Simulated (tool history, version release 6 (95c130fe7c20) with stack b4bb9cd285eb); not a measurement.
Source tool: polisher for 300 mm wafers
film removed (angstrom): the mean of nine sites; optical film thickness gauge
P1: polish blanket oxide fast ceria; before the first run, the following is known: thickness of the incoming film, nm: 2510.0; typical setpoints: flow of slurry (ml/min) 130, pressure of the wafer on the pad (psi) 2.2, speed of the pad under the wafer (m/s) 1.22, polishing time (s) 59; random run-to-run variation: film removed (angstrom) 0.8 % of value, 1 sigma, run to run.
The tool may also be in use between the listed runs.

run,hour,flow of slurry (ml/min),pressure of the wafer on the pad (psi),speed of the pad under the wafer (m/s),polishing time (s),wafers polished on this pad,hours since the slurry nozzle was cleaned,hours since the head pressure was calibrated,film removed (angstrom)
1,8.6,130,2.2,1.22,59,678,97.1,149.7,7873.4
2,21.3,130,2.2,0.6,59,761,109.8,162.4,3832.2
3,30.2,130,2.2,1.22,59,819,118.7,171.3,7864.1
# hour 37.8: slurry nozzle cleaned
4,39.9,130,3.4,1.22,59,882,2.2,181,12096
5,53.6,130,2.2,1.22,59,971,15.9,194.7,7906
6,63,130,2.2,1.22,28,1032,25.3,204.1,3776.6
7,77.7,130,2.2,1.22,92,1127,40,218.8,12147
# hour 88: head pressure recalibrated
8,89.5,80,2.2,0.64,59,1204,51.8,1.6,3648.6
9,98.5,130,1,1.22,59,1262,60.8,10.6,3566.8
10,106.1,130,2.2,1.22,59,1312,68.4,18.2,7861.8
11,114.9,130,2.2,1.22,59,1369,77.2,27,7893.2
12,127.5,185,2.2,1.22,59,1451,89.8,39.6,8245.7
13,138.1,130,2.2,1.22,59,1519,100.4,50.2,7802.8
14,149.4,130,2.2,1.74,59,1593,111.7,61.5,11144
15,163.4,80,2.2,1.22,59,1684,125.7,75.5,6916.6
16,174.8,130,3,1.72,59,1758,137.1,86.9,15188
17,185.7,130,2.2,1.22,59,1829,148,97.8,7913.1
18,199.7,130,2.2,1.22,59,1920,162,111.8,7414.6
19,208.5,130,2.2,1.22,59,1977,170.8,120.6,7230.3
20,217,130,2.2,1.22,59,2032,179.3,129.1,7106.3
21,224.1,130,2.2,1.22,59,2078,186.4,136.2,7069.1
# hour 226.2: head pressure recalibrated
22,236.9,130,2.2,1.22,59,2161,199.2,10.8,7026.8
23,247.9,130,2.2,1.22,59,2233,210.2,21.8,7034.4
24,259.6,130,2.2,1.22,59,2309,221.9,33.5,6895.2

P1 no longer gives what it gave before; its output has crept away from where it was. The following 2 causes, each at its listed size, fit the log equally well:
A: slurry flow missing at the pad, % = 37.5
B: removal rate lost through wear of the pad, % = 10.9
The gradual shift began around hour 185.7.
Ruled out, with reasons:
head's pressure below its setpoint, %: serviced at hour 226.2, which brought nothing back

Listed below are the offered check runs, one wafer per run, with question marks in place of results. For which of them would the causes give clearly different outcomes?
check 1,271.3,130,2.2,1.68,80,,,,?
check 2,271.3,80,1.1,1.22,59,,,,?
check 3,271.3,130,1.2,1.22,59,,,,?
check 4,271.3,130,3.2,1.22,71,,,,?

If the cause were each of the candidates in turn, the checks would give the following:
check,result,if A,if B
check 1,film removed (angstrom),13049,13049
check 2,film removed (angstrom),2922.6,3099
check 3,film removed (angstrom),3812,3812.1
check 4,film removed (angstrom),12233,12233
Per-check spread between the two closest causes, in the result where they differ most: check 1 0 %; check 2 5.86 %; check 3 0 %; check 4 0 %
Of the check runs offered, only check 2 discriminates between the causes; the rest would read about the same regardless of which cause applies.

The results of check 2 are: film removed (angstrom) 2945.5. Based on these, which of the listed causes is it?

Of the candidate causes, it is A: slurry flow missing at the pad, %.
